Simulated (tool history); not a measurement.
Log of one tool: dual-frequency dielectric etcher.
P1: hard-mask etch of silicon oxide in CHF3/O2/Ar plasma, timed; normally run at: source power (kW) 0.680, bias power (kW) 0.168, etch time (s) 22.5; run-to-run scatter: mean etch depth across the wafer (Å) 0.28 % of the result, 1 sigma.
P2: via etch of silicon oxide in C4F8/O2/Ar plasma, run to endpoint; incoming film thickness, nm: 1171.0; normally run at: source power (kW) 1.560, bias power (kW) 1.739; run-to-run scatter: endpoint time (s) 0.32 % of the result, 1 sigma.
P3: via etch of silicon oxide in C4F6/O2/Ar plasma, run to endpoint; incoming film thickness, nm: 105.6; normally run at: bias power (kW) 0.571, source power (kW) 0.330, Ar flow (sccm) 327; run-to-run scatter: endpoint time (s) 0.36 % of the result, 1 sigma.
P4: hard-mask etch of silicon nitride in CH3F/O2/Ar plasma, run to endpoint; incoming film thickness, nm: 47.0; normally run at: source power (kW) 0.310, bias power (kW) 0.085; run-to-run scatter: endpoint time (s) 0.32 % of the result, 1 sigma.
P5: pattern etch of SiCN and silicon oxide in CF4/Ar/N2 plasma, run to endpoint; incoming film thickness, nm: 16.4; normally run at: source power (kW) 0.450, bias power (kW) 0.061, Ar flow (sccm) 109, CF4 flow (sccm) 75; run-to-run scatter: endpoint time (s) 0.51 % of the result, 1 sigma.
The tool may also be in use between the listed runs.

run	day	process that ran	source power (kW)	bias power (kW)	etch time (s)	Ar flow (sccm)	CF4 flow (sccm)	hours since the last wet clean	hours since the last source power generator calibration	hours since the last bias power generator calibration	mean etch depth across the wafer (Å)	endpoint time (s)
1	0.312	P1	0.680	0.168	22.5			312.5	811.3	553.3	441.60	
2	0.712	P2	1.560	1.739				322.1	820.9	562.9		264.390
3	1.108	P3	0.260	0.571		327		331.6	830.4	572.4		27.213
4	1.571	P4	0.310	0.111				342.7	841.5	583.5		65.366
5	1.892	P1	0.680	0.110	22.5			350.4	849.2	591.2	385.48	
6	2.325	P1	0.680	0.168	22.5			360.8	859.6	601.6	440.73	
7	2.817	P1	0.680	0.168	12.5			372.6	871.4	613.4	244.88	
8	3.042	P1	0.510	0.168	22.5			378.0	876.8	618.8	393.39	
9	3.325	P2	1.560	1.739				384.8	883.6	625.6		264.330
10	3.683	P5	0.450	0.061		76	75	393.4	892.2	634.2		19.202
11	3.946	P2	2.150	1.739				399.7	898.5	640.5		234.140
12	4.371	P1	0.680	0.168	22.5			409.9	908.7	650.7	441.79	
13	4.625	P5	0.450	0.061		109	75	416.0	914.8	656.8		20.399
# day 4.675: source power generator calibrated
14	4.971	P1	0.680	0.168	34.0			424.3	7.1	665.1	667.36	
15	5.275	P1	0.680	0.168	22.5			431.6	14.4	672.4	439.72	
16	5.608	P1	0.820	0.168	22.5			439.6	22.4	680.4	471.80	
17	5.958	P3	0.330	0.571		327		448.0	30.8	688.8		24.856
18	6.275	P5	0.450	0.050		109	75	455.6	38.4	696.4		21.654
19	6.538	P2	1.560	2.231				461.9	44.7	702.7		246.670
20	6.750	P1	0.680	0.200	22.5			467.0	49.8	707.8	465.00	
21	7.158	P1	0.680	0.168	22.5			476.8	59.6	717.6	437.94	
22	7.621	P1	0.540	0.119	22.5			487.9	70.7	728.7	360.36	
23	8.008	P5	0.450	0.061		109	89	497.2	80.0	738.0		19.782
24	8.312	P1	0.680	0.168	22.5			504.5	87.3	745.3	440.38	
25	8.538	P3	0.330	0.771		327		509.9	92.7	750.7		21.954
26	8.850	P4	0.200	0.085				517.4	100.2	758.2		85.112
27	9.146	P5	0.550	0.061		109	75	524.5	107.3	765.3		17.178
28	9.433	P3	0.330	0.571		192		531.4	114.2	772.2		23.466
29	9.721	P4	0.310	0.085				538.3	121.1	779.1		72.148
30	10.150	P1	0.680	0.168	22.5			548.6	131.4	789.4	438.88	
31	10.596	P1	0.680	0.168	22.5			559.3	142.1	800.1	443.41	
32	10.929	P1	0.680	0.168	22.5			567.3	150.1	808.1	445.34	
33	11.171	P1	0.680	0.168	22.5			573.1	155.9	813.9	445.39	
# day 11.600: wet clean of the chamber
34	11.642	P1	0.680	0.168	22.5			1.0	167.2	825.2	447.90	
35	12.129	P1	0.680	0.168	22.5			12.7	178.9	836.9	449.73	
36	12.462	P1	0.680	0.168	22.5			20.7	186.9	844.9	448.03	
37	12.879	P1	0.680	0.168	22.5			30.7	196.9	854.9	446.14	
38	13.362	P1	0.680	0.168	22.5			42.3	208.5	866.5	445.32	
39	13.783	P1	0.680	0.168	22.5			52.4	218.6	876.6	444.29	

What P1 gives has crept away from where it was. These 2 causes fit the log equally well, each at the size given:
A: bias power that arrives over what is set, % = 4.76
B: source power that arrives over what is set, % = 4.06
The creep began at about day 10.150.
Why every other cause is out:
chamber walls in a state that raises the etch rate, %: serviced at day 11.600, which brought nothing back

4 check runs are offered, each on 3 wafers whose results are averaged, their results left as question marks. Which one tells the causes apart?
check 1	14.204	P5	0.450	0.052		109	75					?
check 2	14.204	P2	1.820	1.739								?
check 3	14.204	P4	0.310	0.102								?
check 4	14.204	P3	0.330	0.571		201						?

What each check would give under each cause:
check	result	if A	if B
check 1	endpoint time (s)	21.145	20.710
check 2	endpoint time (s)	246.170	245.450
check 3	endpoint time (s)	66.359	66.540
check 4	endpoint time (s)	23.076	23.154
How far apart the two closest causes lie, in the result that separates them most: check 1 2.08 %; check 2 0.3 %; check 3 0.27 %; check 4 0.34 %
Check 1 tells the causes apart: in the others they would give nearly the same result.

Then check 1 was run and gave: endpoint time (s) 21.025. Which cause is it?

It is A: bias power that arrives over what is set, %.

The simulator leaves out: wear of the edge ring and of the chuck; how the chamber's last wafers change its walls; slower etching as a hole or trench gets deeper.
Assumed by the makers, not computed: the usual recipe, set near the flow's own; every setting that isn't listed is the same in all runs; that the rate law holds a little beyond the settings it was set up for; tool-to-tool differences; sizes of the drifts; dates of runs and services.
